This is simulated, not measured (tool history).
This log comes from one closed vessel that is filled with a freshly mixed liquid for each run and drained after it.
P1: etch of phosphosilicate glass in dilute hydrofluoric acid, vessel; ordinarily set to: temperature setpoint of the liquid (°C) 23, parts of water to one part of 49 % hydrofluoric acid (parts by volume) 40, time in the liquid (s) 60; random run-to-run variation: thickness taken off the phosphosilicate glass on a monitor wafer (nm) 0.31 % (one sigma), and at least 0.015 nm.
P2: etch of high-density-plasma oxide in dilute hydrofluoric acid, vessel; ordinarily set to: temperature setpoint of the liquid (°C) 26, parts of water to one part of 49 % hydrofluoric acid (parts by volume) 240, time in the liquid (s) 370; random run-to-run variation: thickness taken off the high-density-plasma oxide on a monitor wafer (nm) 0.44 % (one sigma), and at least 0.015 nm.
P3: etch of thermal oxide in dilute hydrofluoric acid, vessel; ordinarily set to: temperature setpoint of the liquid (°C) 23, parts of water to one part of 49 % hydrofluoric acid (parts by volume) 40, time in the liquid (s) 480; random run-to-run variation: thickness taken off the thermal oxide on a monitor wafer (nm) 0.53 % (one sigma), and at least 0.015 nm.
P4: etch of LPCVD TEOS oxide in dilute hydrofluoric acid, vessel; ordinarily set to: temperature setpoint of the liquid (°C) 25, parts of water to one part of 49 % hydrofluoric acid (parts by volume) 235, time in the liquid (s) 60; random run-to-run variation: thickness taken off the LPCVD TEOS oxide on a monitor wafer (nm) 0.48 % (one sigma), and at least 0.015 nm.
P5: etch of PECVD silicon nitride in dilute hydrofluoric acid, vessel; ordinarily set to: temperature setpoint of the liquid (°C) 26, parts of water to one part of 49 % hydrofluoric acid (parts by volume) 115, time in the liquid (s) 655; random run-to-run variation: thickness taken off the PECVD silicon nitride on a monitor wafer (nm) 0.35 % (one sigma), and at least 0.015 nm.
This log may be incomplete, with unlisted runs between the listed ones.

run     day  process that ran  temperature setpoint of the liquid (°C)  parts of water to one part of 49 % hydrofluoric acid (parts by volume)  time in the liquid (s)  hours since the thermometer was replaced  hours since the hydrofluoric acid flow meter was replaced  thickness taken off the phosphosilicate glass on a monitor wafer (nm)  thickness taken off the thermal oxide on a monitor wafer (nm)  thickness taken off the LPCVD TEOS oxide on a monitor wafer (nm)  thickness taken off the high-density-plasma oxide on a monitor wafer (nm)  thickness taken off the PECVD silicon nitride on a monitor wafer (nm)
  1   0.246                P1                                       23                                                                      40                      60                                    1510.9                                                      150.1                                                                 90.722
  2   0.704                P3                                       23                                                                      40                     480                                    1521.9                                                      161.1                                                                                                                                57.372
  3   1.029                P1                                       23                                                                      40                      60                                    1529.7                                                      168.9                                                                 90.795
  4   1.467                P1                                       17                                                                      40                      60                                    1540.2                                                      179.4                                                                 70.463
  5   1.746                P4                                       25                                                                     235                      60                                    1546.9                                                      186.1                                                                                                                                                                                                  4.4016
  6   2.204                P3                                       23                                                                      20                     480                                    1557.9                                                      197.1                                                                                                                                117.93
  7   2.617                P1                                     27.5                                                                      40                      60                                    1567.8                                                        207                                                                  108.7
  8   2.883                P3                                       19                                                                      40                     480                                    1574.2                                                      213.4                                                                                                                                48.166
  9   3.221                P1                                       23                                                                      40                      60                                    1582.3                                                      221.5                                                                 91.332
 10   3.538                P2                                       26                                                                     240                     370                                    1589.9                                                      229.1                                                                                                                                                                                                                                                                             16.279
 11    3.95                P5                                       26                                                                     115                     655                                    1599.8                                                        239                                                                                                                                                                                                                                                                                                                                                    35.522
 12   4.412                P1                                       27                                                                      25                      60                                    1610.9                                                      250.1                                                                  174.8
 13   4.654                P4                                       31                                                                     235                      60                                    1616.7                                                      255.9                                                                                                                                                                                                  5.4618
 14   5.117                P1                                       23                                                                      40                      60                                    1627.8                                                        267                                                                 90.937
 15   5.512                P2                                     22.5                                                                     240                     370                                    1637.3                                                      276.5                                                                                                                                                                                                                                                                             14.141
 16    5.95                P1                                       23                                                                      20                      60                                    1647.8                                                        287                                                                  185.7
 17     6.2                P2                                       26                                                                     240                     370                                    1653.8                                                        293                                                                                                                                                                                                                                                                             16.037
 18   6.583                P5                                       26                                                                     115                     655                                      1663                                                      302.2                                                                                                                                                                                                                                                                                                                                                    35.432
 19   6.921                P1                                       23                                                                      40                     105                                    1671.1                                                      310.3                                                                 158.24
 20   7.283                P5                                       26                                                                     205                     655                                    1679.8                                                        319                                                                                                                                                                                                                                                                                                                                                     19.94
 21   7.625                P2                                       26                                                                     240                     685                                      1688                                                      327.2                                                                                                                                                                                                                                                                             29.733
 22   7.875                P4                                       25                                                                      35                      60                                      1694                                                      333.2                                                                                                                                                                                                  37.722
 23   8.125                P1                                       23                                                                      40                      30                                      1700                                                      339.2                                                                 45.223
 24   8.471                P5                                       26                                                                     115                    1090                                    1708.3                                                      347.5                                                                                                                                                                                                                                                                                                                                                    59.083
 25   8.725                P5                                     21.5                                                                     115                     655                                    1714.4                                                      353.6                                                                                                                                                                                                                                                                                                                                                    26.485
 26     9.2                P4                                       25                                                                     235                      95                                    1725.8                                                        365                                                                                                                                                                                                  6.8935
 27   9.525                P2                                       26                                                                      60                     370                                    1733.6                                                      372.8                                                                                                                                                                                                                                                                              80.58
 28     9.8                P1                                       23                                                                      70                      60                                    1740.2                                                      379.4                                                                 50.148
 29  10.292                P3                                       23                                                                      40                      30                                      1752                                                      391.2                                                                                                                                3.5542
 30  10.525                P1                                       23                                                                      40                      60                                    1757.6                                                      396.8                                                                 91.224
 31  10.838                P1                                       23                                                                      40                      60                                    1765.1                                                      404.3                                                                 90.593
 32  11.071                P1                                       23                                                                      40                      60                                    1770.7                                                      409.9                                                                 92.592
 33  11.333                P1                                       23                                                                      40                      60                                      1777                                                      416.2                                                                 94.432
 34  11.717                P1                                       23                                                                      40                      60                                    1786.2                                                      425.4                                                                 95.377
 35  12.154                P1                                       23                                                                      40                      60                                    1796.7                                                      435.9                                                                 96.325
 36  12.442                P1                                       23                                                                      40                      60                                    1803.6                                                      442.8                                                                  96.05
 37  12.796                P1                                       23                                                                      40                      60                                    1812.1                                                      451.3                                                                 96.576

What does the tool deliver on the next run?
 38  13.054                P1                                       23                                                                      40                      60                                    1818.3                                                      457.5                                                                      ?

{"run 38": {"thickness taken off the phosphosilicate glass on a monitor wafer (nm)": 96.19}}

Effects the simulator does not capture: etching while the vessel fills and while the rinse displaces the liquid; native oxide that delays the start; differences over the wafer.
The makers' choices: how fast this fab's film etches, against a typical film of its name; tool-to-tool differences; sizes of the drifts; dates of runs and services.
